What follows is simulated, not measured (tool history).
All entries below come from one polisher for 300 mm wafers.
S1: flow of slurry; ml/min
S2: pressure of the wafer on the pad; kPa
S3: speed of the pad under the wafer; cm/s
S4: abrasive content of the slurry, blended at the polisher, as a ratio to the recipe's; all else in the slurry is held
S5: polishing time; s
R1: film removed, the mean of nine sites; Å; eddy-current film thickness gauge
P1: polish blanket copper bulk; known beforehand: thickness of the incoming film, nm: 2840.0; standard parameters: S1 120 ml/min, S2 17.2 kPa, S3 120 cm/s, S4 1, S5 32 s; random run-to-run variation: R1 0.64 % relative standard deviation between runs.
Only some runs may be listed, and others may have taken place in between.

run	hour	S1	S2	S3	S4	S5	R1
1	5.1	120	17.2	120	1	32	3531.7
2	10.2	120	17.2	120	1.5	32	3868.3
3	19.1	120	17.2	120	1	32	3499.9
4	27.3	120	12.4	80	1	32	1688.1
5	35.1	120	17.2	120	1	47	5178.4
6	42.2	120	17.2	120	1	32	3552
7	51.8	120	17.2	120	0.55	32	3106.9
8	59.2	120	17.2	120	1	32	3508.7
9	69.9	120	17.2	120	1	17	1887
10	79.2	120	17.2	120	1	32	3534.9
11	86.5	120	17.2	120	1.45	23	2758
12	92.5	120	24.1	120	1	32	4860
# hour 98.4: slurry nozzle cleaned
13	100.3	120	17.2	56	1	32	1635.5
14	108.4	120	11.7	120	1	32	2377.3
# hour 113.4: slurry blender recalibrated
15	116.5	90	17.2	120	1	32	3283.4
16	122.2	120	17.2	120	1	32	3498.7
17	128.4	120	17.2	186	1	32	5493.2
18	138.1	170	17.2	120	1	32	3734
19	148.7	120	17.2	120	1	32	3503.8
20	155	120	17.2	120	1	32	3433.3
21	165.8	120	17.2	120	1	32	3272.7
# hour 170.7: slurry blender recalibrated
# hour 173.7: worn pad replaced by a new one
22	176.5	120	17.2	120	1	32	3204.1
23	187.6	120	17.2	120	1	32	3132
24	197.1	120	17.2	120	1	32	3113.9
25	203.9	120	17.2	120	1	32	3106.5

Run 26 is up next; what results do you expect?
26	209.3	120	17.2	120	1	32	?

{"run 26": {"R1": 3106.4}}
